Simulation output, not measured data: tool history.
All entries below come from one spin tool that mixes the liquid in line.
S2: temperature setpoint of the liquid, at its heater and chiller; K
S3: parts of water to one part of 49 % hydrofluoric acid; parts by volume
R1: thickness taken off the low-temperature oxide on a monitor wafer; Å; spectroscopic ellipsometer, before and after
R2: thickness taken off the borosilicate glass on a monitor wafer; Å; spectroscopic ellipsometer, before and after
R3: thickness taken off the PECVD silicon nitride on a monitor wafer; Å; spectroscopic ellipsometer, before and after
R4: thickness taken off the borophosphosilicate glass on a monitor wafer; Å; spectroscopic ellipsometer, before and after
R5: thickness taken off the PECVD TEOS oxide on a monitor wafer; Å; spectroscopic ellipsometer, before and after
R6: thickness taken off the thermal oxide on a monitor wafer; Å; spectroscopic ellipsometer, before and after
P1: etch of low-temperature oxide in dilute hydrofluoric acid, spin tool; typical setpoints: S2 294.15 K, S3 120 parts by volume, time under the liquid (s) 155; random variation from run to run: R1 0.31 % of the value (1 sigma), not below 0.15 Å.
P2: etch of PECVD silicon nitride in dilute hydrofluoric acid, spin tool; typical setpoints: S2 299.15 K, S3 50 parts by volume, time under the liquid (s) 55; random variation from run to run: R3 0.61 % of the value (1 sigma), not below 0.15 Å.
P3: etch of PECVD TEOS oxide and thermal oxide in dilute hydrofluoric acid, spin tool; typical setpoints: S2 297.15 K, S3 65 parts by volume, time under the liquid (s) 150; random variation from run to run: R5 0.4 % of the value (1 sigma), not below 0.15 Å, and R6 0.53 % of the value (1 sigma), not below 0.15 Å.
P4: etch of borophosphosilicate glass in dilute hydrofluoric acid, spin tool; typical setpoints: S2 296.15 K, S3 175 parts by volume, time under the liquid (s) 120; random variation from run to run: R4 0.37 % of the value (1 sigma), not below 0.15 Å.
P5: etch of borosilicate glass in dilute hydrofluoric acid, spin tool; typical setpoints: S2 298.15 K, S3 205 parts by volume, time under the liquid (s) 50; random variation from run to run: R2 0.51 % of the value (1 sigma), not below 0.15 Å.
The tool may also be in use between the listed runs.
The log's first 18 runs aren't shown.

-- hour=213.0 thermometer replaced
run 19 hour=215.4 | process_that_ran=P1 S2=294.15 S3=120 time_under_the_liquid_(s)=50 | R1=100.36
run 20 hour=225.9 | process_that_ran=P5 S2=298.15 S3=205 time_under_the_liquid_(s)=95 | R2=115.660
run 21 hour=235.0 | process_that_ran=P1 S2=294.15 S3=185 time_under_the_liquid_(s)=155 | R1=187.80
run 22 hour=242.9 | process_that_ran=P1 S2=294.15 S3=120 time_under_the_liquid_(s)=270 | R1=539.65
run 23 hour=258.0 | process_that_ran=P1 S2=294.15 S3=50 time_under_the_liquid_(s)=155 | R1=809.84
run 24 hour=265.8 | process_that_ran=P1 S2=294.15 S3=120 time_under_the_liquid_(s)=155 | R1=309.41
run 25 hour=273.3 | process_that_ran=P1 S2=294.15 S3=45 time_under_the_liquid_(s)=50 | R1=290.69
run 26 hour=285.2 | process_that_ran=P5 S2=298.15 S3=205 time_under_the_liquid_(s)=50 | R2=60.835
run 27 hour=295.5 | process_that_ran=P3 S2=297.15 S3=65 time_under_the_liquid_(s)=290 | R5=823.77 R6=227.010
run 28 hour=302.3 | process_that_ran=P2 S2=292.15 S3=50 time_under_the_liquid_(s)=55 | R3=26.300
run 29 hour=310.2 | process_that_ran=P1 S2=294.15 S3=120 time_under_the_liquid_(s)=155 | R1=310.95
run 30 hour=325.0 | process_that_ran=P3 S2=304.65 S3=65 time_under_the_liquid_(s)=150 | R5=574.91 R6=158.010
run 31 hour=333.8 | process_that_ran=P1 S2=290.15 S3=120 time_under_the_liquid_(s)=155 | R1=263.09
run 32 hour=342.5 | process_that_ran=P1 S2=294.15 S3=120 time_under_the_liquid_(s)=155 | R1=310.19
run 33 hour=353.6 | process_that_ran=P1 S2=294.15 S3=120 time_under_the_liquid_(s)=155 | R1=326.29
run 34 hour=361.8 | process_that_ran=P1 S2=294.15 S3=120 time_under_the_liquid_(s)=155 | R1=330.33

Predict the results of run 35:
run 35 hour=371.5 | process_that_ran=P1 S2=294.15 S3=120 time_under_the_liquid_(s)=155 | R1=?

{"run 35": {"R1": 335.11}}
